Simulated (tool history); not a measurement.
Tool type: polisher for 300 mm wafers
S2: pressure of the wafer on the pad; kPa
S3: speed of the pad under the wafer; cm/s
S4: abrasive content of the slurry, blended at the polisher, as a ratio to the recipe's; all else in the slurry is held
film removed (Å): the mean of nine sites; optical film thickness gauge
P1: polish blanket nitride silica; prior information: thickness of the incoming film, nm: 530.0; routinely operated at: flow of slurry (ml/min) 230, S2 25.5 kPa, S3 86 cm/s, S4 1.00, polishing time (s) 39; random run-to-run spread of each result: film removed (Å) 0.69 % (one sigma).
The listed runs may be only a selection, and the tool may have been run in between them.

Run 1, hour 5.5: flow of slurry (ml/min) 230, S2 25.5 kPa, S3 86 cm/s, S4 1.00, polishing time (s) 39. Result: film removed (Å) 267.300.
Run 2, hour 11.1: flow of slurry (ml/min) 230, S2 25.5 kPa, S3 86 cm/s, S4 1.00, polishing time (s) 39. Result: film removed (Å) 270.430.
Run 3, hour 18.0: flow of slurry (ml/min) 230, S2 25.5 kPa, S3 60 cm/s, S4 0.75, polishing time (s) 39. Result: film removed (Å) 173.170.
Run 4, hour 22.9: flow of slurry (ml/min) 230, S2 39.3 kPa, S3 86 cm/s, S4 1.00, polishing time (s) 39. Result: film removed (Å) 412.230.
Run 5, hour 31.0: flow of slurry (ml/min) 140, S2 25.5 kPa, S3 86 cm/s, S4 1.00, polishing time (s) 39. Result: film removed (Å) 247.650.
Run 6, hour 39.6: flow of slurry (ml/min) 230, S2 25.5 kPa, S3 116 cm/s, S4 1.00, polishing time (s) 39. Result: film removed (Å) 340.520.
Run 7, hour 47.6: flow of slurry (ml/min) 230, S2 25.5 kPa, S3 86 cm/s, S4 1.00, polishing time (s) 39. Result: film removed (Å) 268.900.
Run 8, hour 53.0: flow of slurry (ml/min) 230, S2 25.5 kPa, S3 86 cm/s, S4 1.00, polishing time (s) 39. Result: film removed (Å) 266.800.
Run 9, hour 57.5: flow of slurry (ml/min) 230, S2 25.5 kPa, S3 86 cm/s, S4 1.00, polishing time (s) 39. Result: film removed (Å) 266.440.
Run 10, hour 63.1: flow of slurry (ml/min) 230, S2 25.5 kPa, S3 60 cm/s, S4 1.00, polishing time (s) 39. Result: film removed (Å) 201.480.
Run 11, hour 68.8: flow of slurry (ml/min) 230, S2 25.5 kPa, S3 86 cm/s, S4 1.00, polishing time (s) 39. Result: film removed (Å) 269.960.
Run 12, hour 73.0: flow of slurry (ml/min) 230, S2 17.9 kPa, S3 86 cm/s, S4 1.00, polishing time (s) 19. Result: film removed (Å) 90.586.
At hour 73.5: slurry nozzle cleaned.
Run 13, hour 81.9: flow of slurry (ml/min) 230, S2 25.5 kPa, S3 86 cm/s, S4 1.00, polishing time (s) 57. Result: film removed (Å) 394.200.
Run 14, hour 88.5: flow of slurry (ml/min) 230, S2 25.5 kPa, S3 86 cm/s, S4 0.55, polishing time (s) 39. Result: film removed (Å) 193.640.
Run 15, hour 95.6: flow of slurry (ml/min) 230, S2 13.8 kPa, S3 86 cm/s, S4 1.00, polishing time (s) 39. Result: film removed (Å) 145.050.
Run 16, hour 105.1: flow of slurry (ml/min) 315, S2 25.5 kPa, S3 86 cm/s, S4 1.00, polishing time (s) 39. Result: film removed (Å) 276.690.
Run 17, hour 110.7: flow of slurry (ml/min) 230, S2 25.5 kPa, S3 86 cm/s, S4 1.00, polishing time (s) 23. Result: film removed (Å) 156.350.
Run 18, hour 117.0: flow of slurry (ml/min) 230, S2 25.5 kPa, S3 86 cm/s, S4 1.25, polishing time (s) 39. Result: film removed (Å) 297.040.
Run 19, hour 124.7: flow of slurry (ml/min) 230, S2 25.5 kPa, S3 86 cm/s, S4 1.00, polishing time (s) 39. Result: film removed (Å) 269.460.
Run 20, hour 130.0: flow of slurry (ml/min) 230, S2 25.5 kPa, S3 86 cm/s, S4 1.00, polishing time (s) 39. Result: film removed (Å) 262.010.
Run 21, hour 136.7: flow of slurry (ml/min) 230, S2 25.5 kPa, S3 86 cm/s, S4 1.00, polishing time (s) 39. Result: film removed (Å) 256.830.
Run 22, hour 146.3: flow of slurry (ml/min) 230, S2 25.5 kPa, S3 86 cm/s, S4 1.00, polishing time (s) 39. Result: film removed (Å) 246.480.
Run 23, hour 154.0: flow of slurry (ml/min) 230, S2 25.5 kPa, S3 86 cm/s, S4 1.00, polishing time (s) 39. Result: film removed (Å) 243.920.
At hour 154.8: conditioning disc replaced and pad reconditioned.
At hour 156.2: head pressure recalibrated.
Run 24, hour 163.1: flow of slurry (ml/min) 230, S2 25.5 kPa, S3 86 cm/s, S4 1.00, polishing time (s) 39. Result: film removed (Å) 240.420.
Run 25, hour 172.1: flow of slurry (ml/min) 230, S2 25.5 kPa, S3 86 cm/s, S4 1.00, polishing time (s) 39. Result: film removed (Å) 240.420.
At hour 177.6: slurry nozzle cleaned.
Run 26, hour 180.8: flow of slurry (ml/min) 230, S2 25.5 kPa, S3 86 cm/s, S4 1.00, polishing time (s) 39. Result: film removed (Å) 240.260.
Run 27, hour 185.3: flow of slurry (ml/min) 230, S2 25.5 kPa, S3 86 cm/s, S4 1.00, polishing time (s) 39. Result: film removed (Å) 237.790.
Run 28, hour 190.0: flow of slurry (ml/min) 230, S2 25.5 kPa, S3 86 cm/s, S4 1.00, polishing time (s) 39. Result: film removed (Å) 236.450.
Run 29, hour 194.7: flow of slurry (ml/min) 230, S2 25.5 kPa, S3 86 cm/s, S4 1.00, polishing time (s) 39. Result: film removed (Å) 237.270.

What P1 gives has crept away from where it was. These 2 causes fit the log equally well, each at the size given:
A: removal rate lost through wear of the pad, % = 10.8
B: abrasive missing from the slurry, % = 21.1
The creep began at about hour 130.0.
Why every other cause is out:
slurry flow missing at the pad, %: serviced at hour 177.6, after the drift had started, without restoring the earlier output
head's pressure below its setpoint, %: serviced at hour 156.2, after the drift had started, without restoring the earlier output
time polished since the conditioner stopped cutting, s: serviced at hour 154.8, after the drift had started, without restoring the earlier output

The 4 check runs listed below each average the results of 3 wafers, and their outcomes are marked with question marks. Under which run would the listed causes produce clearly different results?
Run check 1, hour 199.4: flow of slurry (ml/min) 290, S2 35.9 kPa, S3 86 cm/s, S4 1.00, polishing time (s) 39. Result: film removed (Å) ?.
Run check 2, hour 199.4: flow of slurry (ml/min) 140, S2 31.7 kPa, S3 86 cm/s, S4 1.00, polishing time (s) 39. Result: film removed (Å) ?.
Run check 3, hour 199.4: flow of slurry (ml/min) 230, S2 25.5 kPa, S3 86 cm/s, S4 0.60, polishing time (s) 39. Result: film removed (Å) ?.
Run check 4, hour 199.4: flow of slurry (ml/min) 315, S2 25.5 kPa, S3 86 cm/s, S4 1.00, polishing time (s) 39. Result: film removed (Å) ?.

Expected result of each check under each candidate cause:
  check            result     if A     if B
check 1  film removed (Å)  343.470  343.320
check 2  film removed (Å)  275.580  275.470
check 3  film removed (Å)  183.080  177.630
check 4  film removed (Å)  246.210  246.100
Distance between the nearest two causes, measured in the result of the check that separates them most: check 1 0.04 %; check 2 0.04 %; check 3 3.02 %; check 4 0.04 %
Only in check 3 would the causes give clearly different results; in the remaining checks their results would be nearly the same.

Check 3 was then run and gave: film removed (Å) 176.990. Which cause is it?

B is the cause: abrasive missing from the slurry, %.
